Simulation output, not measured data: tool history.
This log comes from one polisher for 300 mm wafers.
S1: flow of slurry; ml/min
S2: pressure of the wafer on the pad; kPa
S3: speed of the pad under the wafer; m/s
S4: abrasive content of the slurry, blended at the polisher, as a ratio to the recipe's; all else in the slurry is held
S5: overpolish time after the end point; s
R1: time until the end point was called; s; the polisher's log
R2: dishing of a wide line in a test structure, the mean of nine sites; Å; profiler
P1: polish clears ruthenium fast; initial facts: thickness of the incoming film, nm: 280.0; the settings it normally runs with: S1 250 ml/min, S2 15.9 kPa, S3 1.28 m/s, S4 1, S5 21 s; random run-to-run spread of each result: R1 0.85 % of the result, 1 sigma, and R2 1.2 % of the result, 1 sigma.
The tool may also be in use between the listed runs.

run   hour   S1    S2    S3   S4  S5      R1      R2
  1    8.9  250  15.9  1.28    1  21  66.613  676.93
  2     24  250  15.9  1.28  0.5  21   96.24  510.82
      29.9  -- slurry blender recalibrated
  3   41.4  250  23.4  1.28    1  21  45.863  928.49
  4   50.6  250  15.9  1.28    1  21  66.924  683.17
  5   62.5  250  15.9  1.28    1  42  67.251  1143.6
  6   79.3  250  15.9  1.28    1  21  67.237  690.62
  7   87.7  380  15.9  1.28    1  21  64.752  694.66
  8    102  250  15.9  1.28  1.3  21  60.271  750.74
  9  110.6  250   8.3  1.28    1  33  128.98  590.31
 10  122.3  250  15.9  1.28    1  21  67.869  679.05
 11  133.4  250  15.9  1.74    1  21  49.833  881.15
 12  147.3  250  15.9  0.58    1  21  147.78  347.85
 13  157.5  250  15.9  1.28    1  21  66.305  682.77
     159.8  -- slurry nozzle cleaned
 14  166.9  250  15.9  1.28    1   6  67.876   223.9
 15  179.6  250  15.9  1.28    1  21  66.751  688.45
 16  189.1  355  15.9  1.64    1  21  51.511  860.96
 17  199.2  250    11  1.28    1  21  95.522   521.3
 18  216.1  150  15.9  1.28    1  21  71.767  643.73
 19  231.3  250  15.9  1.28    1  21  66.829  690.45
 20  248.6  250  15.9  1.28    1  21  70.938  666.34
 21  265.3  250  15.9  1.28    1  21  72.582  648.76
 22  282.1  250  15.9  1.28    1  21  74.036  646.11
       285  -- head pressure recalibrated
     290.1  -- slurry nozzle cleaned
 23  295.9  250  15.9  1.28    1  21  73.928  624.69
 24    310  250  15.9  1.28    1  21  73.889  633.15
 25  324.5  250  15.9  1.28    1  21   74.49  614.45

Compared with where it was, what P1 gives has crept away. Each cause listed below fits the log as well as the rest, at the size given for it:
A: abrasive missing from the slurry, % = 18.9
B: removal rate lost through wear of the pad, % = 9.56
The onset of the drift is placed at about hour 231.3.
Other possible causes, and why each is ruled out:
slurry flow missing at the pad, %: serviced after onset, at hour 290.1, with no recovery of the prior output
head's pressure below its setpoint, %: serviced after onset, at hour 285, with no recovery of the prior output

You are offered 4 check runs, listed below with question marks in place of their results; each one averages 5 wafers. Which run separates the listed causes by giving clearly different results for each?
check 1   339  250  15.9  1.28    1  29   ?   ?
check 2   339  250  15.9  1.28  0.6  21   ?   ?
check 3   339  370  15.9  1.28    1  21   ?   ?
check 4   339  175  15.9  1.28    1  21   ?   ?

If the cause were each of the candidates in turn, the checks would give the following:
  check  result    if A    if B
check 1      R1  74.404  74.389
check 1      R2  818.63  818.76
check 2      R1  99.542  96.931
check 2      R2  495.42  506.93
check 3      R1   71.87  71.856
check 3      R2  651.86  651.97
check 4      R1  77.828  77.813
check 4      R2  610.46  610.57
Minimum pairwise separation of causes per check, each pair taken at its best-separating result: check 1 0.02 %; check 2 2.66 %; check 3 0.02 %; check 4 0.02 %
Only in check 2 would the causes give clearly different results; in the remaining checks their results would be nearly the same.

Check 2 was carried out, with these results: R1 96.413 s; R2 506.62 Å. Which of the listed causes is responsible?

It is B: removal rate lost through wear of the pad, %.
